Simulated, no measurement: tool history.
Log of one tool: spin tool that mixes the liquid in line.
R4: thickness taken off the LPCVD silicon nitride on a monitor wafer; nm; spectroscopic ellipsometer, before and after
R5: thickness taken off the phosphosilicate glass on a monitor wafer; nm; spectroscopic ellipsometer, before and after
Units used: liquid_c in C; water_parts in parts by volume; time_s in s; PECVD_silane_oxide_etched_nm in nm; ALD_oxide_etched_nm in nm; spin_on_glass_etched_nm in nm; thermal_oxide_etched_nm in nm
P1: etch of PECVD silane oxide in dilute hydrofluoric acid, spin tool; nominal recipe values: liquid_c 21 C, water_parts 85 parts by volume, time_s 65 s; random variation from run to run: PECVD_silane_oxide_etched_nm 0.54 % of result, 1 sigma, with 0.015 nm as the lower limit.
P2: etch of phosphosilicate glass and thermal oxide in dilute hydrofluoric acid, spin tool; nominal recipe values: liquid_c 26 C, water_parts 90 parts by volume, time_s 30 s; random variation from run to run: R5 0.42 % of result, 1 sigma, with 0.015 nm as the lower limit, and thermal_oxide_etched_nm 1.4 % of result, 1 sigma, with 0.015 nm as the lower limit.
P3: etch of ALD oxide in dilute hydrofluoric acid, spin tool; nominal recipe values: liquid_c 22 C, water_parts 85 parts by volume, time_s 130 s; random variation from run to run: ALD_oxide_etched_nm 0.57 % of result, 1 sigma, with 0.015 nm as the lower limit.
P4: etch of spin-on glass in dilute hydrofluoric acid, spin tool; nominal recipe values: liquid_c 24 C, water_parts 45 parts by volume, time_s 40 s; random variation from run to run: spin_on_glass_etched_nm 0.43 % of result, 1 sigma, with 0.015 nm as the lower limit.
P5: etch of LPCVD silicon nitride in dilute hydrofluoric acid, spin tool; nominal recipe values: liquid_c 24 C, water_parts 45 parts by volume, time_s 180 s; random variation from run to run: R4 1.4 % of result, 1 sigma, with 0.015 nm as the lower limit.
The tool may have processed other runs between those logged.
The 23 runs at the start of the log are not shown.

Run 24, hour 238.2: process P1, liquid_c 21 C, water_parts 130 parts by volume, time_s 125 s. Result: PECVD_silane_oxide_etched_nm 28.983 nm.
Run 25, hour 248.1: process P1, liquid_c 21 C, water_parts 135 parts by volume, time_s 65 s. Result: PECVD_silane_oxide_etched_nm 14.29 nm.
Run 26, hour 260.9: process P1, liquid_c 17 C, water_parts 85 parts by volume, time_s 65 s. Result: PECVD_silane_oxide_etched_nm 20.402 nm.
Run 27, hour 269: process P1, liquid_c 21 C, water_parts 85 parts by volume, time_s 105 s. Result: PECVD_silane_oxide_etched_nm 38.904 nm.
Run 28, hour 278.2: process P2, liquid_c 26 C, water_parts 90 parts by volume, time_s 30 s. Result: R5 25.735 nm, thermal_oxide_etched_nm 1.8099 nm.
Run 29, hour 290.9: process P1, liquid_c 21 C, water_parts 85 parts by volume, time_s 65 s. Result: PECVD_silane_oxide_etched_nm 24.163 nm.
Run 30, hour 300.3: process P1, liquid_c 21 C, water_parts 50 parts by volume, time_s 65 s. Result: PECVD_silane_oxide_etched_nm 43.114 nm.
Run 31, hour 308.8: process P1, liquid_c 21 C, water_parts 85 parts by volume, time_s 65 s. Result: PECVD_silane_oxide_etched_nm 24.15 nm.
Run 32, hour 318.1: process P1, liquid_c 21 C, water_parts 85 parts by volume, time_s 65 s. Result: PECVD_silane_oxide_etched_nm 23.455 nm.
Run 33, hour 327.1: process P1, liquid_c 21 C, water_parts 85 parts by volume, time_s 65 s. Result: PECVD_silane_oxide_etched_nm 23.298 nm.
Run 34, hour 341: process P1, liquid_c 21 C, water_parts 85 parts by volume, time_s 65 s. Result: PECVD_silane_oxide_etched_nm 22.735 nm.
Run 35, hour 351.7: process P1, liquid_c 21 C, water_parts 85 parts by volume, time_s 65 s. Result: PECVD_silane_oxide_etched_nm 22.9 nm.
Run 36, hour 364.7: process P1, liquid_c 21 C, water_parts 85 parts by volume, time_s 65 s. Result: PECVD_silane_oxide_etched_nm 22.68 nm.
Run 37, hour 373.7: process P1, liquid_c 21 C, water_parts 85 parts by volume, time_s 65 s. Result: PECVD_silane_oxide_etched_nm 22.544 nm.

Run 38, settings as shown, results not yet in. Your forecast:
Run 38, hour 387.3: process P1, liquid_c 21 C, water_parts 85 parts by volume, time_s 65 s. Result: PECVD_silane_oxide_etched_nm ?.

{"run 38": {"PECVD_silane_oxide_etched_nm": 22.727}}

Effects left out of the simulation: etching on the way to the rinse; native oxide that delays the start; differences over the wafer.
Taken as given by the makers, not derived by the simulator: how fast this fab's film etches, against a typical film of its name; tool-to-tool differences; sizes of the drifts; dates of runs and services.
